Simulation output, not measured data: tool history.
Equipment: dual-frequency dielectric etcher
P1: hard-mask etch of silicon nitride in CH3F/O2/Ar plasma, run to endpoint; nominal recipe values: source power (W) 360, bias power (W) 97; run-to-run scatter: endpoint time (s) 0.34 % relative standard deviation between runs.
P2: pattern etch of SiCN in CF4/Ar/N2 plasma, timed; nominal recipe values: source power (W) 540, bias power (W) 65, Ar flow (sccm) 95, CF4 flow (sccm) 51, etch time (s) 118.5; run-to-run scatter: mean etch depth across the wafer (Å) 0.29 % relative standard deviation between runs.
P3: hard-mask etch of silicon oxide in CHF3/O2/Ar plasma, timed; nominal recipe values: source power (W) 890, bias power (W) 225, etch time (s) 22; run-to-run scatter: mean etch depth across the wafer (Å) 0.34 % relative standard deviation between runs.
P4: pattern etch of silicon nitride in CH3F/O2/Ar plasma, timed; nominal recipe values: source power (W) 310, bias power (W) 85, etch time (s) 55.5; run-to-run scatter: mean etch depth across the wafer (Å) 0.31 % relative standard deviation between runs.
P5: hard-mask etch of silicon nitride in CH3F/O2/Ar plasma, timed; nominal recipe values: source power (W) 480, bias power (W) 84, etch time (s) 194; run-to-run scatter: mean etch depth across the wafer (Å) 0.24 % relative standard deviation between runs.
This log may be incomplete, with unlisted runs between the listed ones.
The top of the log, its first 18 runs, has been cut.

| run | hour | process that ran | source power (W) | bias power (W) | etch time (s) | Ar flow (sccm) | CF4 flow (sccm) | hours since the last wet clean | hours since the last source power generator calibration | hours since the last bias power generator calibration | endpoint time (s) | mean etch depth across the wafer (Å) |
|---|---|---|---|---|---|---|---|---|---|---|---|---|
| 19 | 179.5 | P1 | 360 | 97 |  |  |  | 324.5 | 2033.7 | 675.3 | 73.553 |  |
| 20 | 188.4 | P5 | 480 | 84 | 106.5 |  |  | 333.4 | 2042.6 | 684.2 |  | 817.03 |
| 21 | 198.6 | P2 | 710 | 65 | 118.5 | 95 | 51 | 343.6 | 2052.8 | 694.4 |  | 1376.3 |
| 22 | 211.3 | P2 | 540 | 65 | 118.5 | 62 | 51 | 356.3 | 2065.5 | 707.1 |  | 1159.7 |
| 23 | 222 | P3 | 890 | 225 | 29.5 |  |  | 367 | 2076.2 | 717.8 |  | 725.08 |
| 24 | 230.6 | P4 | 310 | 85 | 55.5 |  |  | 375.6 | 2084.8 | 726.4 |  | 374.44 |
| 25 | 242.8 | P2 | 540 | 81 | 118.5 | 95 | 51 | 387.8 | 2097 | 738.6 |  | 1174.2 |
| 26 | 256.3 | P2 | 540 | 65 | 79 | 95 | 51 | 401.3 | 2110.5 | 752.1 |  | 722.95 |
| 27 | 262.4 | P4 | 310 | 53 | 55.5 |  |  | 407.4 | 2116.6 | 758.2 |  | 317.63 |
| 28 | 273.5 | P1 | 360 | 97 |  |  |  | 418.5 | 2127.7 | 769.3 | 73.46 |  |
| 29 | 281.3 | P3 | 890 | 137 | 22 |  |  | 426.3 | 2135.5 | 777.1 |  | 461.53 |
| 30 | 290.9 | P1 | 360 | 97 |  |  |  | 435.9 | 2145.1 | 786.7 | 73.363 |  |
| 31 | 302 | P2 | 540 | 65 | 118.5 | 95 | 41 | 447 | 2156.2 | 797.8 |  | 1040.9 |
| 32 | 312.2 | P1 | 360 | 78 |  |  |  | 457.2 | 2166.4 | 808 | 79.289 |  |

Forecast run 33:
| 33 | 324 | P1 | 360 | 97 |  |  |  | 469 | 2178.2 | 819.8 | ? |  |

{"run 33": {"endpoint time (s)": 72.974}}

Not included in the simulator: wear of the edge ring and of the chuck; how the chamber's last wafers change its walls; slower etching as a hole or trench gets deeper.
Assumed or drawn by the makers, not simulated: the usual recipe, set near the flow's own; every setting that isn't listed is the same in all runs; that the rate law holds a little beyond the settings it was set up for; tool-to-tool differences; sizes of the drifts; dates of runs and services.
